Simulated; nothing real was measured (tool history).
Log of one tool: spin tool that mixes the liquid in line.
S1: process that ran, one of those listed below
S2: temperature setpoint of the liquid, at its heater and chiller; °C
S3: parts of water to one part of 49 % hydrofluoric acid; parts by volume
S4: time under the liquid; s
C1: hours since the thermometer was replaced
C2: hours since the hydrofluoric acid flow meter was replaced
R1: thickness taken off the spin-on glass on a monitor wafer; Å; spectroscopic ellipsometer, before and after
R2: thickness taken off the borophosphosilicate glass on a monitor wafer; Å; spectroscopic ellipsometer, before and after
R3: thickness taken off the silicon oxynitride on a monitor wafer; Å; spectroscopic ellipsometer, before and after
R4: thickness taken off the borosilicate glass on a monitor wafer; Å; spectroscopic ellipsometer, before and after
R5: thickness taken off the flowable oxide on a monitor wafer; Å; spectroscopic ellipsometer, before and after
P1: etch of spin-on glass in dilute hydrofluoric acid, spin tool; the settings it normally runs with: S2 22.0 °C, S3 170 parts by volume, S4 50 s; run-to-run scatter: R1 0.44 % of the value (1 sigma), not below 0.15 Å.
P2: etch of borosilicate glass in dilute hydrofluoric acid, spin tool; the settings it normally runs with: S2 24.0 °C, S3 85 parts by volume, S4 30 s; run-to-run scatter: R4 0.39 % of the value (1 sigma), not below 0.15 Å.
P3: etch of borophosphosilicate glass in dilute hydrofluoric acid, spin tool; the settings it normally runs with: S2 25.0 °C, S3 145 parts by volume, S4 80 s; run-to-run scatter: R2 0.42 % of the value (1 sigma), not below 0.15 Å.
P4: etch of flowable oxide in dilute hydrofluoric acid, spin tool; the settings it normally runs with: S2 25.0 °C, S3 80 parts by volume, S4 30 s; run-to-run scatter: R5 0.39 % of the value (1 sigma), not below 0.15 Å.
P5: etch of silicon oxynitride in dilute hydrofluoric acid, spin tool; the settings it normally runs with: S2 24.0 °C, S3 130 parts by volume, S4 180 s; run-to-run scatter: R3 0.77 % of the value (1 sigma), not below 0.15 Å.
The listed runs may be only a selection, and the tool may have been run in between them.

{"run": 1, "day": 0.388, "S1": "P1", "S2": 22.0, "S3": 170, "S4": 50, "C1": 246.7, "C2": 187.4, "R1": 125.33}
{"run": 2, "day": 0.662, "S1": "P1", "S2": 22.0, "S3": 170, "S4": 90, "C1": 253.3, "C2": 194.0, "R1": 223.79}
{"run": 3, "day": 1.046, "S1": "P1", "S2": 22.0, "S3": 170, "S4": 50, "C1": 262.5, "C2": 203.2, "R1": 124.75}
{"run": 4, "day": 1.492, "S1": "P1", "S2": 22.0, "S3": 275, "S4": 75, "C1": 273.2, "C2": 213.9, "R1": 104.05}
{"run": 5, "day": 1.838, "S1": "P3", "S2": 25.0, "S3": 145, "S4": 80, "C1": 281.5, "C2": 222.2, "R2": 214.79}
{"run": 6, "day": 2.117, "S1": "P3", "S2": 25.0, "S3": 145, "S4": 15, "C1": 288.2, "C2": 228.9, "R2": 40.253}
{"run": 7, "day": 2.525, "S1": "P5", "S2": 24.0, "S3": 30, "S4": 180, "C1": 298.0, "C2": 238.7, "R3": 152.22}
{"run": 8, "day": 2.746, "S1": "P1", "S2": 22.0, "S3": 170, "S4": 50, "C1": 303.3, "C2": 244.0, "R1": 123.78}
{"run": 9, "day": 2.983, "S1": "P2", "S2": 32.0, "S3": 85, "S4": 30, "C1": 309.0, "C2": 249.7, "R4": 122.09}
{"run": 10, "day": 3.404, "S1": "P2", "S2": 24.0, "S3": 45, "S4": 30, "C1": 319.1, "C2": 259.8, "R4": 177.15}
{"run": 11, "day": 3.821, "S1": "P5", "S2": 24.0, "S3": 130, "S4": 360, "C1": 329.1, "C2": 269.8, "R3": 63.855}
{"run": 12, "day": 4.112, "S1": "P1", "S2": 18.0, "S3": 170, "S4": 30, "C1": 336.1, "C2": 276.8, "R1": 64.149}
{"run": 13, "day": 4.412, "S1": "P3", "S2": 30.0, "S3": 145, "S4": 80, "C1": 343.3, "C2": 284.0, "R2": 257.96}
{"run": 14, "day": 4.667, "S1": "P1", "S2": 22.0, "S3": 60, "S4": 50, "C1": 349.4, "C2": 290.1, "R1": 399.34}
{"run": 15, "day": 5.108, "S1": "P4", "S2": 30.0, "S3": 80, "S4": 30, "C1": 360.0, "C2": 300.7, "R5": 325.19}
{"run": 16, "day": 5.383, "S1": "P1", "S2": 22.0, "S3": 110, "S4": 90, "C1": 366.6, "C2": 307.3, "R1": 370.4}
{"run": 17, "day": 5.692, "S1": "P2", "S2": 24.0, "S3": 85, "S4": 30, "C1": 374.0, "C2": 314.7, "R4": 89.708}
{"run": 18, "day": 5.967, "S1": "P4", "S2": 25.0, "S3": 80, "S4": 60, "C1": 380.6, "C2": 321.3, "R5": 535.8}
{"run": 19, "day": 6.329, "S1": "P1", "S2": 29.5, "S3": 170, "S4": 50, "C1": 389.3, "C2": 330.0, "R1": 164.62}
{"run": 20, "day": 6.733, "S1": "P1", "S2": 22.0, "S3": 170, "S4": 50, "C1": 399.0, "C2": 339.7, "R1": 124.49}
{"run": 21, "day": 7.029, "S1": "P5", "S2": 24.0, "S3": 130, "S4": 180, "C1": 406.1, "C2": 346.8, "R3": 32.024}
{"run": 22, "day": 7.296, "S1": "P1", "S2": 22.0, "S3": 170, "S4": 15, "C1": 412.5, "C2": 353.2, "R1": 37.2}
{"run": 23, "day": 7.633, "S1": "P1", "S2": 22.0, "S3": 285, "S4": 50, "C1": 420.6, "C2": 361.3, "R1": 66.828}
{"run": 24, "day": 7.846, "S1": "P4", "S2": 25.0, "S3": 50, "S4": 30, "C1": 425.7, "C2": 366.4, "R5": 449.11}
{"run": 25, "day": 8.271, "S1": "P5", "S2": 17.0, "S3": 130, "S4": 180, "C1": 435.9, "C2": 376.6, "R3": 22.761}
{"run": 26, "day": 8.671, "S1": "P1", "S2": 17.0, "S3": 170, "S4": 50, "C1": 445.5, "C2": 386.2, "R1": 102.01}
{"run": 27, "day": 8.967, "S1": "P3", "S2": 25.0, "S3": 145, "S4": 80, "C1": 452.6, "C2": 393.3, "R2": 214.15}
{"run": 28, "day": 9.175, "S1": "P2", "S2": 24.0, "S3": 85, "S4": 55, "C1": 457.6, "C2": 398.3, "R4": 164.05}
{"run": 29, "day": 9.604, "S1": "P1", "S2": 22.0, "S3": 170, "S4": 50, "C1": 467.9, "C2": 408.6, "R1": 124.39}
{"run": 30, "day": 10.029, "S1": "P4", "S2": 25.0, "S3": 80, "S4": 30, "C1": 478.1, "C2": 418.8, "R5": 269.26}
{"run": 31, "day": 10.267, "S1": "P3", "S2": 25.0, "S3": 80, "S4": 80, "C1": 483.8, "C2": 424.5, "R2": 420.08}
{"run": 32, "day": 10.688, "S1": "P1", "S2": 22.0, "S3": 170, "S4": 50, "C1": 493.9, "C2": 434.6, "R1": 125.66}
{"run": 33, "day": 10.929, "S1": "P1", "S2": 22.0, "S3": 170, "S4": 50, "C1": 499.7, "C2": 440.4, "R1": 119.85}

For run 34, what comes out?
{"run": 34, "day": 11.204, "S1": "P1", "S2": 22.0, "S3": 170, "S4": 50, "C1": 506.3, "C2": 447.0, "R1": "?"}

R1: 118.450 Å
